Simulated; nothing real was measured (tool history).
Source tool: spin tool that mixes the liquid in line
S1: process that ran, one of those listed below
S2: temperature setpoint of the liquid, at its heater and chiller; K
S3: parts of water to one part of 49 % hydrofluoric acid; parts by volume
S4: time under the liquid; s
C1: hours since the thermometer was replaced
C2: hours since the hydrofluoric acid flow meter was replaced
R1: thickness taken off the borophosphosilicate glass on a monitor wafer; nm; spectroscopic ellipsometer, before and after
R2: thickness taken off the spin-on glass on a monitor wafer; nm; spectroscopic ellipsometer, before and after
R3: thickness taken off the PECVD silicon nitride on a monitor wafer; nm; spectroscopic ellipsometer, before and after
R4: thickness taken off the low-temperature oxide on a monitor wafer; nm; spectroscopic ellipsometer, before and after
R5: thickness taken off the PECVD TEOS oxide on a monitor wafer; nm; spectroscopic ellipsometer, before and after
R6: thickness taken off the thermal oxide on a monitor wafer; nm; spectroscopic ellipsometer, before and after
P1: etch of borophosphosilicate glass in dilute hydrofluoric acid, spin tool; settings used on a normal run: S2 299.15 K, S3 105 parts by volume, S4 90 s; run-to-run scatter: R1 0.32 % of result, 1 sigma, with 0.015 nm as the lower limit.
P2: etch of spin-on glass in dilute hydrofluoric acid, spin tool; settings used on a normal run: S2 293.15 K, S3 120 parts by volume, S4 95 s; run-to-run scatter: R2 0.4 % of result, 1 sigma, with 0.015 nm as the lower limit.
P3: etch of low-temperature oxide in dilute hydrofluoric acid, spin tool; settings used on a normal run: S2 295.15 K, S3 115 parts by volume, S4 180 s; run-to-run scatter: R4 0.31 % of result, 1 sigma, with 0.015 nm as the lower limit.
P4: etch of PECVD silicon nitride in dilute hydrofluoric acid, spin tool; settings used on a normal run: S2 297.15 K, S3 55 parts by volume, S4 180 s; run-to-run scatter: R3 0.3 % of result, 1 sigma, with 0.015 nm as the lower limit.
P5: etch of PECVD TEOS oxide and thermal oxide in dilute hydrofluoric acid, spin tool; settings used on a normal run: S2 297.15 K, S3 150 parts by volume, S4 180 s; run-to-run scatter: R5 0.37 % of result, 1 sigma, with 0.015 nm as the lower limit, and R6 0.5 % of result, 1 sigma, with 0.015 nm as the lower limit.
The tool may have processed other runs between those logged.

run,hour,S1,S2,S3,S4,C1,C2,R1,R2,R3,R4,R5,R6
1,10,P1,299.15,105,90,233.4,748.9,28.498,,,,,
2,24.8,P1,291.65,105,90,248.2,763.7,21.07,,,,,
3,36.8,P2,293.15,120,95,260.2,775.7,,29.675,,,,
4,51.3,P1,304.65,105,90,274.7,790.2,34.832,,,,,
5,63.5,P4,297.15,80,180,286.9,802.4,,,6.5946,,,
6,71.1,P1,294.15,105,35,294.5,810,9.0413,,,,,
7,83.2,P3,295.15,205,180,306.6,822.1,,,,14.248,,
# hour 90.5: hydrofluoric acid flow meter replaced
8,93.4,P3,295.15,115,300,316.8,2.9,,,,46.626,,
9,102.9,P2,293.15,210,95,326.3,12.4,,15.62,,,,
10,110.2,P3,290.15,115,180,333.6,19.7,,,,22.893,,
11,120,P1,304.65,45,90,343.4,29.5,89.844,,,,,
12,134,P1,299.15,155,90,357.4,43.5,18.199,,,,,
13,144.3,P1,299.15,105,90,367.7,53.8,28.409,,,,,
14,160.9,P2,293.15,120,95,384.3,70.4,,29.612,,,,
15,172.3,P5,297.15,40,180,395.7,81.8,,,,,55.492,23.136
16,188.8,P1,299.15,105,140,412.2,98.3,44.066,,,,,
17,199.4,P5,297.15,150,180,422.8,108.9,,,,,12.919,5.4304
18,213.5,P3,295.15,115,180,436.9,123,,,,27.95,,
19,222.4,P2,293.15,120,185,445.8,131.9,,57.831,,,,
20,236.6,P4,291.65,55,180,460,146.1,,,6.5231,,,
21,245.4,P2,297.15,120,95,468.8,154.9,,34.783,,,,
22,253,P1,299.15,105,90,476.4,162.5,28.45,,,,,
23,265,P1,299.15,105,35,488.4,174.5,11.026,,,,,
24,278.8,P5,297.15,150,40,502.2,188.3,,,,,2.877,1.1943

Forecast run 25:
25,292,P4,297.15,55,180,515.4,201.5,,,?,,,

R3: 9.5355 nm

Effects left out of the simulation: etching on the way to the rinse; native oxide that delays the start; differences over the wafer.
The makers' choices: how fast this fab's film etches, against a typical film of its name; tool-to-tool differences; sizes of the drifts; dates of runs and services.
